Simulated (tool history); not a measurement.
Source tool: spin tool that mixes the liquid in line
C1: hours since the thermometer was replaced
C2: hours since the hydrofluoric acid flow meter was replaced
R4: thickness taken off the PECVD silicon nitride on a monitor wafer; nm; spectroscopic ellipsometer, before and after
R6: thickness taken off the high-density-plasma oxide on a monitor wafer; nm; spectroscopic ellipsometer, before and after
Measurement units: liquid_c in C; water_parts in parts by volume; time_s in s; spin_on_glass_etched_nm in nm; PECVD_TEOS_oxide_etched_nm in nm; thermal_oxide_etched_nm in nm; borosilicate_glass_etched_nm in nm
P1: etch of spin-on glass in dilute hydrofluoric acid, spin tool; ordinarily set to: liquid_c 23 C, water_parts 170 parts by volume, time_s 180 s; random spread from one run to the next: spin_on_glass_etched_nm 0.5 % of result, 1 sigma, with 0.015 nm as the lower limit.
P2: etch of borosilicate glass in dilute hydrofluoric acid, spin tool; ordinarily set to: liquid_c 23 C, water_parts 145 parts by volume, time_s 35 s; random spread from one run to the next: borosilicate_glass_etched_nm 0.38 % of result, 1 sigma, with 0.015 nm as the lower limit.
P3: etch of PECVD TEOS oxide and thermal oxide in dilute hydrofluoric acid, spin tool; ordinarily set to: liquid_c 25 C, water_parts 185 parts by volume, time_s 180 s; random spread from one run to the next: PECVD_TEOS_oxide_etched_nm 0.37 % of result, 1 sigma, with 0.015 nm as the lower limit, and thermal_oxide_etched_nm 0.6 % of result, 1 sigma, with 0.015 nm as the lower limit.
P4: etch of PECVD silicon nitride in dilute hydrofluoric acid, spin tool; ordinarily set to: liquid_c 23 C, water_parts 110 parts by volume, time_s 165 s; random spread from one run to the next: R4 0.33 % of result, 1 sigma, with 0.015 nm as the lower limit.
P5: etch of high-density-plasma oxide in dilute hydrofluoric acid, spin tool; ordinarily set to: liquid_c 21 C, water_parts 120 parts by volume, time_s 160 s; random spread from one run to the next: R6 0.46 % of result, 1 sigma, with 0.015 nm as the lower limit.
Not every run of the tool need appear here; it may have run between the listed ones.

{"run": 1, "hour": 14.3, "process": "P1", "liquid_c": 23, "water_parts": 170, "time_s": 180, "C1": 1691.8, "C2": 886.5, "spin_on_glass_etched_nm": 34.144}
{"run": 2, "hour": 22.0, "process": "P3", "liquid_c": 25, "water_parts": 255, "time_s": 180, "C1": 1699.5, "C2": 894.2, "PECVD_TEOS_oxide_etched_nm": 17.515, "thermal_oxide_etched_nm": 2.9923}
{"run": 3, "hour": 30.1, "process": "P4", "liquid_c": 23, "water_parts": 110, "time_s": 165, "C1": 1707.6, "C2": 902.3, "R4": 8.1083}
{"run": 4, "hour": 40.9, "process": "P3", "liquid_c": 18, "water_parts": 185, "time_s": 180, "C1": 1718.4, "C2": 913.1, "PECVD_TEOS_oxide_etched_nm": 19.855, "thermal_oxide_etched_nm": 3.3371}
{"run": 5, "hour": 51.1, "process": "P1", "liquid_c": 23, "water_parts": 85, "time_s": 55, "C1": 1728.6, "C2": 923.3, "spin_on_glass_etched_nm": 22.942}
{"run": 6, "hour": 64.8, "process": "P2", "liquid_c": 23, "water_parts": 235, "time_s": 35, "C1": 1742.3, "C2": 937, "borosilicate_glass_etched_nm": 4.2334}
{"run": 7, "hour": 78.4, "process": "P4", "liquid_c": 23, "water_parts": 110, "time_s": 165, "C1": 1755.9, "C2": 950.6, "R4": 8.1682}
{"run": 8, "hour": 88.7, "process": "P4", "liquid_c": 23, "water_parts": 110, "time_s": 290, "C1": 1766.2, "C2": 960.9, "R4": 14.246}
{"hour": 100.9, "done": "hydrofluoric acid flow meter replaced"}
{"run": 9, "hour": 101.5, "process": "P1", "liquid_c": 23, "water_parts": 170, "time_s": 180, "C1": 1779, "C2": 0.6, "spin_on_glass_etched_nm": 34.421}
{"run": 10, "hour": 116.1, "process": "P5", "liquid_c": 21, "water_parts": 120, "time_s": 265, "C1": 1793.6, "C2": 15.2, "R6": 14.439}
{"run": 11, "hour": 127.1, "process": "P3", "liquid_c": 25, "water_parts": 185, "time_s": 295, "C1": 1804.6, "C2": 26.2, "PECVD_TEOS_oxide_etched_nm": 42.56, "thermal_oxide_etched_nm": 7.2653}
{"run": 12, "hour": 141.7, "process": "P1", "liquid_c": 23, "water_parts": 170, "time_s": 180, "C1": 1819.2, "C2": 40.8, "spin_on_glass_etched_nm": 34.149}
{"run": 13, "hour": 156.0, "process": "P2", "liquid_c": 23, "water_parts": 145, "time_s": 55, "C1": 1833.5, "C2": 55.1, "borosilicate_glass_etched_nm": 11.862}
{"run": 14, "hour": 164.5, "process": "P1", "liquid_c": 23, "water_parts": 170, "time_s": 355, "C1": 1842, "C2": 63.6, "spin_on_glass_etched_nm": 67.428}
{"run": 15, "hour": 178.8, "process": "P3", "liquid_c": 25, "water_parts": 185, "time_s": 180, "C1": 1856.3, "C2": 77.9, "PECVD_TEOS_oxide_etched_nm": 26.08, "thermal_oxide_etched_nm": 4.3963}
{"run": 16, "hour": 192.3, "process": "P1", "liquid_c": 23, "water_parts": 250, "time_s": 180, "C1": 1869.8, "C2": 91.4, "spin_on_glass_etched_nm": 21.402}
{"run": 17, "hour": 201.2, "process": "P5", "liquid_c": 17, "water_parts": 120, "time_s": 160, "C1": 1878.7, "C2": 100.3, "R6": 7.3943}
{"run": 18, "hour": 213.7, "process": "P1", "liquid_c": 23, "water_parts": 170, "time_s": 180, "C1": 1891.2, "C2": 112.8, "spin_on_glass_etched_nm": 34.189}
{"run": 19, "hour": 223.9, "process": "P5", "liquid_c": 21, "water_parts": 120, "time_s": 160, "C1": 1901.4, "C2": 123, "R6": 8.7556}
{"run": 20, "hour": 235.9, "process": "P1", "liquid_c": 23, "water_parts": 50, "time_s": 350, "C1": 1913.4, "C2": 135, "spin_on_glass_etched_nm": 262.08}
{"run": 21, "hour": 243.8, "process": "P4", "liquid_c": 23, "water_parts": 20, "time_s": 165, "C1": 1921.3, "C2": 142.9, "R4": 42.874}
{"run": 22, "hour": 251.1, "process": "P2", "liquid_c": 23, "water_parts": 145, "time_s": 35, "C1": 1928.6, "C2": 150.2, "borosilicate_glass_etched_nm": 7.4964}
{"run": 23, "hour": 263.1, "process": "P1", "liquid_c": 23, "water_parts": 170, "time_s": 40, "C1": 1940.6, "C2": 162.2, "spin_on_glass_etched_nm": 7.567}
{"run": 24, "hour": 277.0, "process": "P1", "liquid_c": 31, "water_parts": 170, "time_s": 100, "C1": 1954.5, "C2": 176.1, "spin_on_glass_etched_nm": 25.549}
{"run": 25, "hour": 290.7, "process": "P1", "liquid_c": 23, "water_parts": 55, "time_s": 180, "C1": 1968.2, "C2": 189.8, "spin_on_glass_etched_nm": 122.4}
{"run": 26, "hour": 305.1, "process": "P5", "liquid_c": 21, "water_parts": 120, "time_s": 160, "C1": 1982.6, "C2": 204.2, "R6": 8.7337}
{"run": 27, "hour": 319.9, "process": "P2", "liquid_c": 27, "water_parts": 145, "time_s": 35, "C1": 1997.4, "C2": 219, "borosilicate_glass_etched_nm": 8.753}
{"run": 28, "hour": 328.9, "process": "P1", "liquid_c": 28, "water_parts": 170, "time_s": 180, "C1": 2006.4, "C2": 228, "spin_on_glass_etched_nm": 41.313}
{"run": 29, "hour": 338.8, "process": "P1", "liquid_c": 23, "water_parts": 170, "time_s": 180, "C1": 2016.3, "C2": 237.9, "spin_on_glass_etched_nm": 34.184}
{"run": 30, "hour": 350.9, "process": "P2", "liquid_c": 23, "water_parts": 145, "time_s": 35, "C1": 2028.4, "C2": 250, "borosilicate_glass_etched_nm": 7.4761}
{"run": 31, "hour": 364.5, "process": "P4", "liquid_c": 28.5, "water_parts": 110, "time_s": 165, "C1": 2042, "C2": 263.6, "R4": 11.613}
{"run": 32, "hour": 373.7, "process": "P1", "liquid_c": 17, "water_parts": 170, "time_s": 180, "C1": 2051.2, "C2": 272.8, "spin_on_glass_etched_nm": 27.011}
{"run": 33, "hour": 382.9, "process": "P5", "liquid_c": 21, "water_parts": 70, "time_s": 160, "C1": 2060.4, "C2": 282, "R6": 15.941}
{"run": 34, "hour": 394.5, "process": "P1", "liquid_c": 23, "water_parts": 170, "time_s": 180, "C1": 2072, "C2": 293.6, "spin_on_glass_etched_nm": 34.101}
{"run": 35, "hour": 408.8, "process": "P1", "liquid_c": 23, "water_parts": 170, "time_s": 180, "C1": 2086.3, "C2": 307.9, "spin_on_glass_etched_nm": 35.905}
{"run": 36, "hour": 415.9, "process": "P1", "liquid_c": 23, "water_parts": 170, "time_s": 180, "C1": 2093.4, "C2": 315, "spin_on_glass_etched_nm": 36.156}

What will run 37 give?
{"run": 37, "hour": 430.3, "process": "P1", "liquid_c": 23, "water_parts": 170, "time_s": 180, "C1": 2107.8, "C2": 329.4, "spin_on_glass_etched_nm": "?"}

spin_on_glass_etched_nm: 36.578 nm
